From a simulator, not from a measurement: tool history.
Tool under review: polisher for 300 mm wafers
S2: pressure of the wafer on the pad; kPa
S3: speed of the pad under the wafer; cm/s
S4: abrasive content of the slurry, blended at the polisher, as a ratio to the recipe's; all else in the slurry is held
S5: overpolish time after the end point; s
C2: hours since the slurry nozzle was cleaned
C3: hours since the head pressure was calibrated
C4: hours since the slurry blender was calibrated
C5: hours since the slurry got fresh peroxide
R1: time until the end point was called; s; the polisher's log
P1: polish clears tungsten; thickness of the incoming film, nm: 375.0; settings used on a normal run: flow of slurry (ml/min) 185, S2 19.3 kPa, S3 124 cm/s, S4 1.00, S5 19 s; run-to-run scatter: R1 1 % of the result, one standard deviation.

Run 1, hour 10.8: flow of slurry (ml/min) 185, S2 19.3 kPa, S3 124 cm/s, S4 1.00, S5 19 s; wafers polished on this pad 693; C2 200.9; C3 299.1; C4 155.9; C5 43.8. Result: R1 71.434 s.
Run 2, hour 17.0: flow of slurry (ml/min) 185, S2 19.3 kPa, S3 124 cm/s, S4 1.00, S5 19 s; wafers polished on this pad 761; C2 207.1; C3 305.3; C4 162.1; C5 50.0. Result: R1 70.989 s.
Run 3, hour 27.2: flow of slurry (ml/min) 185, S2 19.3 kPa, S3 124 cm/s, S4 1.00, S5 37 s; wafers polished on this pad 873; C2 217.3; C3 315.5; C4 172.3; C5 60.2. Result: R1 72.018 s.
At hour 30.7: slurry tank refilled with fresh slurry and peroxide.
Run 4, hour 34.7: flow of slurry (ml/min) 185, S2 19.3 kPa, S3 124 cm/s, S4 1.50, S5 19 s; wafers polished on this pad 956; C2 224.8; C3 323.0; C4 179.8; C5 4.0. Result: R1 65.398 s.
Run 5, hour 44.5: flow of slurry (ml/min) 275, S2 19.3 kPa, S3 124 cm/s, S4 1.00, S5 19 s; wafers polished on this pad 1064; C2 234.6; C3 332.8; C4 189.6; C5 13.8. Result: R1 68.754 s.
Run 6, hour 53.3: flow of slurry (ml/min) 185, S2 19.3 kPa, S3 124 cm/s, S4 1.00, S5 6 s; wafers polished on this pad 1161; C2 243.4; C3 341.6; C4 198.4; C5 22.6. Result: R1 70.887 s.
Run 7, hour 63.5: flow of slurry (ml/min) 185, S2 28.3 kPa, S3 124 cm/s, S4 1.00, S5 19 s; wafers polished on this pad 1273; C2 253.6; C3 351.8; C4 208.6; C5 32.8. Result: R1 48.362 s.
Run 8, hour 69.4: flow of slurry (ml/min) 185, S2 19.3 kPa, S3 124 cm/s, S4 1.00, S5 19 s; wafers polished on this pad 1338; C2 259.5; C3 357.7; C4 214.5; C5 38.7. Result: R1 71.082 s.
Run 9, hour 80.9: flow of slurry (ml/min) 185, S2 19.3 kPa, S3 124 cm/s, S4 1.00, S5 19 s; wafers polished on this pad 1465; C2 271.0; C3 369.2; C4 226.0; C5 50.2. Result: R1 70.976 s.
Run 10, hour 86.6: flow of slurry (ml/min) 185, S2 15.2 kPa, S3 124 cm/s, S4 1.00, S5 26 s; wafers polished on this pad 1527; C2 276.7; C3 374.9; C4 231.7; C5 55.9. Result: R1 91.003 s.
Run 11, hour 96.3: flow of slurry (ml/min) 185, S2 9.0 kPa, S3 124 cm/s, S4 1.00, S5 19 s; wafers polished on this pad 1634; C2 286.4; C3 384.6; C4 241.4; C5 65.6. Result: R1 153.460 s.
Run 12, hour 101.6: flow of slurry (ml/min) 185, S2 19.3 kPa, S3 62 cm/s, S4 1.00, S5 19 s; wafers polished on this pad 1693; C2 291.7; C3 389.9; C4 246.7; C5 70.9. Result: R1 142.410 s.
Run 13, hour 109.2: flow of slurry (ml/min) 185, S2 19.3 kPa, S3 124 cm/s, S4 1.00, S5 19 s; wafers polished on this pad 1776; C2 299.3; C3 397.5; C4 254.3; C5 78.5. Result: R1 70.270 s.
Run 14, hour 115.0: flow of slurry (ml/min) 185, S2 19.3 kPa, S3 196 cm/s, S4 1.00, S5 19 s; wafers polished on this pad 1840; C2 305.1; C3 403.3; C4 260.1; C5 84.3. Result: R1 44.809 s.
Run 15, hour 126.2: flow of slurry (ml/min) 110, S2 19.3 kPa, S3 124 cm/s, S4 1.00, S5 19 s; wafers polished on this pad 1964; C2 316.3; C3 414.5; C4 271.3; C5 95.5. Result: R1 79.354 s.
Run 16, hour 133.6: flow of slurry (ml/min) 185, S2 19.3 kPa, S3 124 cm/s, S4 0.55, S5 19 s; wafers polished on this pad 2045; C2 323.7; C3 421.9; C4 278.7; C5 102.9. Result: R1 80.627 s.
Run 17, hour 140.7: flow of slurry (ml/min) 185, S2 19.3 kPa, S3 124 cm/s, S4 1.00, S5 19 s; wafers polished on this pad 2123; C2 330.8; C3 429.0; C4 285.8; C5 110.0. Result: R1 70.638 s.
Run 18, hour 151.2: flow of slurry (ml/min) 185, S2 19.3 kPa, S3 124 cm/s, S4 1.00, S5 19 s; wafers polished on this pad 2239; C2 341.3; C3 439.5; C4 296.3; C5 120.5. Result: R1 75.180 s.
Run 19, hour 157.7: flow of slurry (ml/min) 185, S2 19.3 kPa, S3 124 cm/s, S4 1.00, S5 19 s; wafers polished on this pad 2311; C2 347.8; C3 446.0; C4 302.8; C5 127.0. Result: R1 76.896 s.
Run 20, hour 165.4: flow of slurry (ml/min) 185, S2 19.3 kPa, S3 124 cm/s, S4 1.00, S5 19 s; wafers polished on this pad 2395; C2 355.5; C3 453.7; C4 310.5; C5 134.7. Result: R1 77.508 s.
At hour 170.5: head pressure recalibrated.
At hour 171.3: worn pad replaced by a new one.
At hour 174.0: slurry blender recalibrated.
Run 21, hour 177.6: flow of slurry (ml/min) 185, S2 19.3 kPa, S3 124 cm/s, S4 1.00, S5 19 s; wafers polished on this pad 70; C2 367.7; C3 7.2; C4 3.7; C5 146.9. Result: R1 77.801 s.
Run 22, hour 183.4: flow of slurry (ml/min) 185, S2 19.3 kPa, S3 124 cm/s, S4 1.00, S5 19 s; wafers polished on this pad 133; C2 373.5; C3 13.0; C4 9.5; C5 152.7. Result: R1 78.449 s.
Run 23, hour 193.4: flow of slurry (ml/min) 185, S2 19.3 kPa, S3 124 cm/s, S4 1.00, S5 19 s; wafers polished on this pad 244; C2 383.5; C3 23.0; C4 19.5; C5 162.7. Result: R1 75.576 s.

The output of P1 has drifted from where it used to be. Each of the 2 causes below, taken at the size shown beside it, accounts for the log equally well:
A: slurry flow missing at the pad, % = 38.4
B: peroxide lost from the slurry, % = 20
Onset of the creep was near hour 140.7.
Every other cause this tool's parts could produce, and why it does not fit the log:
removal rate lost through wear of the pad, %: serviced at hour 171.3, after the drift had started, without restoring the earlier output
head's pressure below its setpoint, %: serviced at hour 170.5, after the drift had started, without restoring the earlier output
abrasive missing from the slurry, %: serviced at hour 174.0, after the drift had started, without restoring the earlier output

4 check runs are offered, each on 2 wafers whose results are averaged, their results left as question marks. Which one tells the causes apart?
Run check 1, hour 203.4: flow of slurry (ml/min) 185, S2 27.6 kPa, S3 124 cm/s, S4 1.35, S5 19 s. Result: R1 ?.
Run check 2, hour 203.4: flow of slurry (ml/min) 185, S2 9.0 kPa, S3 124 cm/s, S4 1.00, S5 6 s. Result: R1 ?.
Run check 3, hour 203.4: flow of slurry (ml/min) 225, S2 19.3 kPa, S3 124 cm/s, S4 1.00, S5 36 s. Result: R1 ?.
Run check 4, hour 203.4: flow of slurry (ml/min) 110, S2 19.3 kPa, S3 124 cm/s, S4 0.75, S5 19 s. Result: R1 ?.

If the cause were each of the candidates in turn, the checks would give the following:
  check  result     if A     if B
check 1      R1   50.528   50.514
check 2      R1  167.080  167.030
check 3      R1   74.536   75.597
check 4      R1   96.024   91.208
How far apart the two closest causes lie, in the result that separates them most: check 1 0.03 %; check 2 0.03 %; check 3 1.41 %; check 4 5.15 %
Only check 4 tells the causes apart: in the others they would give nearly the same result.

The results of check 4 are: R1 90.841 s. Based on these, which of the listed causes is it?

The correct cause is B, namely: peroxide lost from the slurry, %.
